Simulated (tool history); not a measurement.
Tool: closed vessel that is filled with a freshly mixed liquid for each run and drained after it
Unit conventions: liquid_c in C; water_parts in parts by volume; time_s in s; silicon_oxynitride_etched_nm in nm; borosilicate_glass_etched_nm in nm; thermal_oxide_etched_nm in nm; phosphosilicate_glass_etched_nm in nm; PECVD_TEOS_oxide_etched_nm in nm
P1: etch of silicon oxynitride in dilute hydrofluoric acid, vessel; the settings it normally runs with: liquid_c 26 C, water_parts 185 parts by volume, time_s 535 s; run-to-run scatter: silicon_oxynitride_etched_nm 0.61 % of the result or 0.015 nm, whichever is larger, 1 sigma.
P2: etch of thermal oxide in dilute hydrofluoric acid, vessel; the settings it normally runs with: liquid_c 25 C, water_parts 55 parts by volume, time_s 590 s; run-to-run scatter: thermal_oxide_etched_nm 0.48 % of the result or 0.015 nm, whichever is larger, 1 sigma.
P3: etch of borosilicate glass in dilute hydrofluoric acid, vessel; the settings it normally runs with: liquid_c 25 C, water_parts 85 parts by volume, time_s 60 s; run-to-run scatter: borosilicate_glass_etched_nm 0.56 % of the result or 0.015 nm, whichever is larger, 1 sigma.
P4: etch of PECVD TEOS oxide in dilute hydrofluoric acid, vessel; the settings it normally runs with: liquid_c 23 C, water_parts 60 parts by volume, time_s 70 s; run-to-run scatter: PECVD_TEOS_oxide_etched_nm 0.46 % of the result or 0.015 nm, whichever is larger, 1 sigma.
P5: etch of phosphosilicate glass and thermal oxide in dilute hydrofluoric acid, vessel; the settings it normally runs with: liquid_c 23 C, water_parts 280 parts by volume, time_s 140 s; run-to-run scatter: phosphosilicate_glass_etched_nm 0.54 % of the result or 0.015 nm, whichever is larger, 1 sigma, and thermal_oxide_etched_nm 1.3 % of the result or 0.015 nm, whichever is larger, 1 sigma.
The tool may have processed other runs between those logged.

run,hour,process,liquid_c,water_parts,time_s,silicon_oxynitride_etched_nm,borosilicate_glass_etched_nm,thermal_oxide_etched_nm,phosphosilicate_glass_etched_nm,PECVD_TEOS_oxide_etched_nm
1,9.2,P1,26,185,535,5.0135,,,,
2,15.9,P3,25,85,100,,60.86,,,
3,24.7,P2,25,55,75,,,7.716,,
4,33.2,P1,26,185,535,5.1156,,,,
5,41.5,P1,26,55,535,19.117,,,,
6,47.6,P1,20.5,185,240,1.7614,,,,
7,54.4,P5,23,280,55,,,0.75631,20.358,
8,63.1,P3,25,145,60,,19.769,,,
9,71.5,P1,30.5,185,310,3.5188,,,,
10,78.2,P1,20.5,185,535,3.9751,,,,
11,84.8,P5,23,505,140,,,0.87667,23.278,
12,89.9,P3,25,85,60,,36.225,,,
13,96.3,P3,25,85,60,,36.368,,,
14,101.7,P1,26,185,820,7.6924,,,,
15,109.3,P1,30,185,535,5.9871,,,,
16,115.1,P1,26,185,535,5.0034,,,,
17,123.4,P4,23,60,70,,,,,13.036
18,129.7,P1,26,185,535,5.0393,,,,
19,135.6,P1,26,185,535,4.9909,,,,
20,143.5,P4,31,60,70,,,,,18.04
21,149.7,P3,19,85,60,,28.501,,,
22,155.3,P4,23,60,70,,,,,13.121
23,164.5,P2,25,20,590,,,174.79,,
24,173.8,P1,26,185,240,2.2973,,,,
25,182.9,P2,17,55,590,,,43.271,,
26,190,P4,23,60,30,,,,,5.5572
27,198.1,P1,26,185,535,5.0791,,,,
28,206.6,P4,23,20,70,,,,,41.116
29,215.1,P5,23,280,140,,,1.8904,50.745,
30,223.1,P2,25,55,590,,,60.695,,
31,227.4,P5,28.5,280,140,,,2.297,61.938,
32,236.8,P1,26,265,535,3.2886,,,,
33,241.3,P1,26,185,535,5.0565,,,,
34,246.4,P1,26,185,535,4.9268,,,,
35,252.6,P1,26,185,535,4.7953,,,,
36,258.5,P1,26,185,535,4.7546,,,,
37,265.2,P1,26,185,535,4.768,,,,
38,274.6,P1,26,185,535,4.675,,,,
39,283.1,P1,26,185,535,4.6521,,,,
40,290.5,P1,26,185,535,4.6116,,,,
41,296.2,P1,26,185,535,4.6589,,,,
42,302.5,P1,26,185,535,4.6229,,,,
43,309.8,P1,26,185,535,4.5358,,,,

P1 has crept away from where it was. The log is fitted equally well by each of these 2 causes, at the sizes shown:
A: liquid colder than its thermometer reads (K) = 1.95
B: hydrofluoric acid flow below the setpoint (%) = 7.21
Creep in the process output first set in at about hour 241.3.

Consider the 4 single-wafer check runs listed below, results given as question marks: which one distinguishes between the causes by giving clearly different results for each?
check 1,317.1,P3,25,85,95,,?,,,
check 2,317.1,P5,23,485,140,,,?,?,
check 3,317.1,P2,25,20,185,,,?,,
check 4,317.1,P4,31,25,70,,,,,?

Check results expected under each cause:
check,result,if A,if B
check 1,borosilicate_glass_etched_nm,53.227,52.954
check 2,thermal_oxide_etched_nm,0.85226,0.81686
check 2,phosphosilicate_glass_etched_nm,23.238,22.272
check 3,thermal_oxide_etched_nm,50.349,50.627
check 4,PECVD_TEOS_oxide_etched_nm,42.106,42.129
Gap, in per cent, between the two causes that each check separates least, read from the result that separates them most: check 1 0.51 %; check 2 4.24 %; check 3 0.55 %; check 4 0.05 %
Only in check 2 would the causes give clearly different results; in the remaining checks their results would be nearly the same.

Running check 2 produced the following: thermal_oxide_etched_nm 0.78501 nm; phosphosilicate_glass_etched_nm 22.11 nm. Which one of the listed causes fits?

The cause is B: hydrofluoric acid flow below the setpoint (%).

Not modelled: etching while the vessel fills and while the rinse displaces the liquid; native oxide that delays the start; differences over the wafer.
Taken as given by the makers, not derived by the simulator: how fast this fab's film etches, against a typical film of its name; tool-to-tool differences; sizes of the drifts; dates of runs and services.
